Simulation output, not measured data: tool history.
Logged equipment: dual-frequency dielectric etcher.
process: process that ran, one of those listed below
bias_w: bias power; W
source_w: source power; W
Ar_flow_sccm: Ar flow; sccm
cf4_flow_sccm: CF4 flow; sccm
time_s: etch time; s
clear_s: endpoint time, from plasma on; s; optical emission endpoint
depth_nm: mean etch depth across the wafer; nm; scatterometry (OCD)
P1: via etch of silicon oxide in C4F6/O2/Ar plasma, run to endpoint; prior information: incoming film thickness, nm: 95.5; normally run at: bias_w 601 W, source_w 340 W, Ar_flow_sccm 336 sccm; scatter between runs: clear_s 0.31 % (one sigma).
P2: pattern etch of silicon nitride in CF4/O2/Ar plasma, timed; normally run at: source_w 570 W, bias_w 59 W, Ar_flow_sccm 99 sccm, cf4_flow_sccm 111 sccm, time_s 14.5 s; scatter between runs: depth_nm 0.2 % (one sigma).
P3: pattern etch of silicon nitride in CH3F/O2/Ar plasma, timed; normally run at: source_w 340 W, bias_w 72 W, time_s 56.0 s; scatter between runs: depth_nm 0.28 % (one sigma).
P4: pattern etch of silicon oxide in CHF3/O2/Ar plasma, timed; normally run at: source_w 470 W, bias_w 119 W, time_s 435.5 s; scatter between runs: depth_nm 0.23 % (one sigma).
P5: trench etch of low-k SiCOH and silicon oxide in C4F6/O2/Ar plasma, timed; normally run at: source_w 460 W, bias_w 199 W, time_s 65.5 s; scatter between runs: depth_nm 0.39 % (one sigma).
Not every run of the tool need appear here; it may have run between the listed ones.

| run | hour | process | bias_w | source_w | Ar_flow_sccm | cf4_flow_sccm | time_s | clear_s | depth_nm |
|---|---|---|---|---|---|---|---|---|---|
| 1 | 7.2 | P1 | 601 | 340 | 336 |  |  | 20.780 |  |
| 2 | 17.0 | P2 | 59 | 570 | 99 | 111 | 14.5 |  | 33.702 |
| 3 | 30.6 | P5 | 199 | 460 |  |  | 65.5 |  | 226.240 |
| 4 | 43.5 | P1 | 601 | 220 | 336 |  |  | 24.294 |  |
| 5 | 50.7 | P1 | 601 | 340 | 336 |  |  | 20.787 |  |
| 6 | 59.9 | P5 | 199 | 570 |  |  | 65.5 |  | 245.140 |
| 7 | 70.4 | P5 | 199 | 460 |  |  | 38.5 |  | 132.960 |
| 8 | 78.1 | P5 | 199 | 460 |  |  | 65.5 |  | 226.880 |
| 9 | 85.2 | P3 | 72 | 340 |  |  | 75.5 |  | 49.276 |
| 10 | 93.8 | P3 | 47 | 340 |  |  | 56.0 |  | 31.659 |
| 11 | 104.8 | P4 | 119 | 560 |  |  | 435.5 |  | 711.890 |
| 12 | 114.8 | P4 | 91 | 470 |  |  | 435.5 |  | 609.900 |
| 13 | 122.2 | P1 | 456 | 250 | 336 |  |  | 25.740 |  |
| 14 | 134.8 | P1 | 601 | 440 | 336 |  |  | 18.865 |  |
|  | 136.8 | bias power generator calibrated |
| 15 | 144.5 | P2 | 59 | 760 | 99 | 111 | 14.5 |  | 43.345 |
| 16 | 153.8 | P4 | 119 | 470 |  |  | 435.5 |  | 662.440 |
| 17 | 162.1 | P1 | 601 | 340 | 336 |  |  | 20.576 |  |
| 18 | 173.7 | P1 | 819 | 340 | 336 |  |  | 18.346 |  |
| 19 | 185.5 | P2 | 59 | 570 | 125 | 111 | 14.5 |  | 32.818 |
| 20 | 192.5 | P1 | 601 | 340 | 466 |  |  | 21.511 |  |
| 21 | 201.8 | P4 | 119 | 470 |  |  | 654.5 |  | 999.030 |
|  | 205.6 | Ar flow controller replaced |
| 22 | 214.1 | P4 | 119 | 470 |  |  | 435.5 |  | 663.100 |
| 23 | 220.8 | P1 | 737 | 340 | 216 |  |  | 18.151 |  |
| 24 | 227.7 | P1 | 601 | 340 | 336 |  |  | 20.767 |  |
| 25 | 234.1 | P2 | 37 | 570 | 99 | 111 | 14.5 |  | 28.615 |
| 26 | 247.7 | P1 | 456 | 340 | 336 |  |  | 22.984 |  |
| 27 | 260.5 | P3 | 72 | 440 |  |  | 56.0 |  | 40.220 |
| 28 | 271.3 | P1 | 601 | 340 | 255 |  |  | 20.113 |  |
| 29 | 279.7 | P3 | 72 | 340 |  |  | 56.0 |  | 36.580 |
| 30 | 290.2 | P2 | 59 | 570 | 99 | 111 | 10.0 |  | 23.272 |
| 31 | 298.5 | P2 | 59 | 570 | 99 | 150 | 14.5 |  | 34.824 |
| 32 | 309.7 | P5 | 132 | 460 |  |  | 65.5 |  | 199.130 |
| 33 | 321.9 | P1 | 601 | 340 | 336 |  |  | 20.765 |  |
| 34 | 330.0 | P3 | 72 | 340 |  |  | 56.0 |  | 36.370 |
| 35 | 339.8 | P1 | 601 | 340 | 336 |  |  | 20.694 |  |
| 36 | 352.5 | P1 | 601 | 340 | 336 |  |  | 21.014 |  |
| 37 | 364.1 | P1 | 601 | 340 | 336 |  |  | 21.000 |  |
| 38 | 374.2 | P1 | 601 | 340 | 336 |  |  | 21.058 |  |
|  | 375.0 | wet clean of the chamber |
|  | 378.8 | Ar flow controller replaced |
| 39 | 386.3 | P1 | 601 | 340 | 336 |  |  | 21.036 |  |
| 40 | 394.1 | P1 | 601 | 340 | 336 |  |  | 20.945 |  |
| 41 | 402.6 | P1 | 601 | 340 | 336 |  |  | 20.956 |  |
| 42 | 408.7 | P1 | 601 | 340 | 336 |  |  | 21.054 |  |
| 43 | 418.9 | P1 | 601 | 340 | 336 |  |  | 21.026 |  |
| 44 | 429.9 | P1 | 601 | 340 | 336 |  |  | 21.070 |  |

Something has made what P1 gives creep away from where it was; the 2 causes below, each at its own stated size, fit the log equally well:
A: bias power that arrives under what is set, % = 4
B: source power that arrives under what is set, % = 4.22
Creep in the process output first set in at about hour 339.8.
Every other cause this tool's parts could produce, and why it does not fit the log:
chamber walls in a state that lowers the etch rate, %: serviced at hour 375.0, after the drift had started, without restoring the earlier output
Ar flow that arrives over what is set, %: serviced at hour 378.8, after the drift had started, without restoring the earlier output

Listed below are the offered check runs, one wafer per run, with question marks in place of results. For which of them would the causes give clearly different outcomes?
| check 1 | 440.9 | P5 | 199 | 460 |  |  | 65.5 |  | ? |
| check 2 | 440.9 | P3 | 72 | 340 |  |  | 56.0 |  | ? |
| check 3 | 440.9 | P4 | 119 | 470 |  |  | 435.5 |  | ? |
| check 4 | 440.9 | P2 | 59 | 570 | 99 | 111 | 14.5 |  | ? |

Outcome of each check run for each possible cause:
| check | result | if A | if B |
|---|---|---|---|
| check 1 | depth_nm | 223.350 | 222.510 |
| check 2 | depth_nm | 36.035 | 35.957 |
| check 3 | depth_nm | 654.460 | 651.780 |
| check 4 | depth_nm | 33.281 | 32.552 |
Separation of the two closest causes in each check, using whichever result separates them best: check 1 0.38 %; check 2 0.22 %; check 3 0.41 %; check 4 2.21 %
The causes can be told apart only by check 4. The other checks would give nearly the same results under each of them.

The results of check 4 are: depth_nm 33.271 nm. Based on these, which of the listed causes is it?

Of the candidate causes, it is A: bias power that arrives under what is set, %.
